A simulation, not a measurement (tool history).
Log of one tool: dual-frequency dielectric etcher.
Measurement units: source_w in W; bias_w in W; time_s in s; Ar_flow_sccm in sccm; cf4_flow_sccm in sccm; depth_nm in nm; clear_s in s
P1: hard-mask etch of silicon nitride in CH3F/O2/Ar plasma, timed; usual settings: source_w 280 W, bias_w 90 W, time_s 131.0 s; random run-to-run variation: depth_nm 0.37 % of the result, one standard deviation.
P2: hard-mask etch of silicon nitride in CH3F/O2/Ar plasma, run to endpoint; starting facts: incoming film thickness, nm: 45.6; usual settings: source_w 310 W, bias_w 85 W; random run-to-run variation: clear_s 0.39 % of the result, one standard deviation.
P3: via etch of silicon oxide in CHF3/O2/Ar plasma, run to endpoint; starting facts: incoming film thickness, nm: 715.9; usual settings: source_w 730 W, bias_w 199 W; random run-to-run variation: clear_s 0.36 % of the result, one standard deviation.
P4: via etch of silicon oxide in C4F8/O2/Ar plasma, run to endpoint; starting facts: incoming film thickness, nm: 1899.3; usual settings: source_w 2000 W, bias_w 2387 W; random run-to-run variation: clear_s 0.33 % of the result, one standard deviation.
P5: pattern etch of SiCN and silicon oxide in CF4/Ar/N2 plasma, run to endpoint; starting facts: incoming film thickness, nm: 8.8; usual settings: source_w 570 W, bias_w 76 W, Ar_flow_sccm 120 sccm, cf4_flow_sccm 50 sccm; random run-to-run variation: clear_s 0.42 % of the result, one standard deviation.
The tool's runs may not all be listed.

run,hour,process,source_w,bias_w,time_s,Ar_flow_sccm,cf4_flow_sccm,depth_nm,clear_s
1,3.8,P1,280,90,131.0,,,87.074,
2,6.5,P1,390,90,97.0,,,72.530,
3,11.1,P5,570,49,,120,50,,10.5230
4,14.3,P1,280,90,100.5,,,66.392,
5,17.4,P5,570,76,,161,50,,9.5506
6,21.4,P4,2000,2387,,,,,348.8800
7,26.5,P1,280,90,184.5,,,121.930,
# hour 28.6: source power generator calibrated
8,29.4,P4,2000,1676,,,,,385.6200
9,33.6,P2,310,85,,,,,68.3640
10,37.9,P1,280,90,131.0,,,86.275,
11,42.5,P1,340,90,131.0,,,92.946,
12,46.2,P1,280,90,131.0,,,86.552,
13,49.0,P1,280,90,131.0,,,86.917,
14,52.2,P4,2400,2387,,,,,326.0400
15,57.0,P1,280,116,131.0,,,95.519,
16,61.2,P1,210,90,131.0,,,77.690,
17,65.3,P2,210,85,,,,,78.7490
18,68.3,P4,2000,2387,,,,,348.2300
19,72.7,P5,570,76,,120,50,,9.1027
20,75.8,P1,280,90,131.0,,,86.547,
21,79.5,P3,730,139,,,,,359.3900
22,83.6,P5,760,76,,120,50,,7.0432
23,86.3,P3,450,199,,,,,386.8600
# hour 86.9: bias power generator calibrated
24,89.6,P2,310,114,,,,,61.5790
25,92.0,P3,730,199,,,,,322.8500
26,94.5,P2,310,85,,,,,68.2920
27,97.0,P5,570,76,,120,40,,9.4129
28,99.3,P1,280,68,131.0,,,78.226,
29,103.5,P1,280,90,131.0,,,86.906,
30,108.5,P1,280,90,131.0,,,86.753,
31,112.1,P1,280,90,131.0,,,86.490,
32,114.5,P1,280,90,131.0,,,85.498,
33,119.7,P1,280,90,131.0,,,85.817,
# hour 121.8: wet clean of the chamber
34,122.5,P1,280,90,131.0,,,84.649,
35,127.6,P1,280,90,131.0,,,84.932,
36,132.7,P1,280,90,131.0,,,84.645,
37,136.2,P1,280,90,131.0,,,85.357,
38,141.0,P1,280,90,131.0,,,84.868,
39,144.7,P1,280,90,131.0,,,84.957,

The log shows P1 creeping away from where it was. Any of the 2 causes listed here, at the size stated for it, fits the log just as well as the others:
A: bias power that arrives under what is set, % = 4.96
B: source power that arrives under what is set, % = 4.91
The drift started at roughly hour 108.5.
Excluded causes, each with its reason:
chamber walls in a state that lowers the etch rate, %: serviced at hour 121.8, after the change had begun; the process did not return to its earlier output

Which of the 4 check runs listed below, each an average over 2 wafers with its results shown as question marks, gives clearly different results under the different listed causes?
check 1,148.4,P4,2000,2387,,,,,?
check 2,148.4,P5,570,76,,120,50,,?
check 3,148.4,P2,310,85,,,,,?
check 4,148.4,P3,730,199,,,,,?

What each check would give under each cause:
check,result,if A,if B
check 1,clear_s,354.9900,356.7200
check 2,clear_s,9.2804,9.5200
check 3,clear_s,69.4800,69.5140
check 4,clear_s,328.2200,328.9100
How far apart the two closest causes lie, in the result that separates them most: check 1 0.49 %; check 2 2.55 %; check 3 0.05 %; check 4 0.21 %
The causes can be told apart only by check 2. The other checks would give nearly the same results under each of them.

After running check 2, the following was obtained: clear_s 9.5041 s. Which cause does this point to?

The cause is B: source power that arrives under what is set, %.
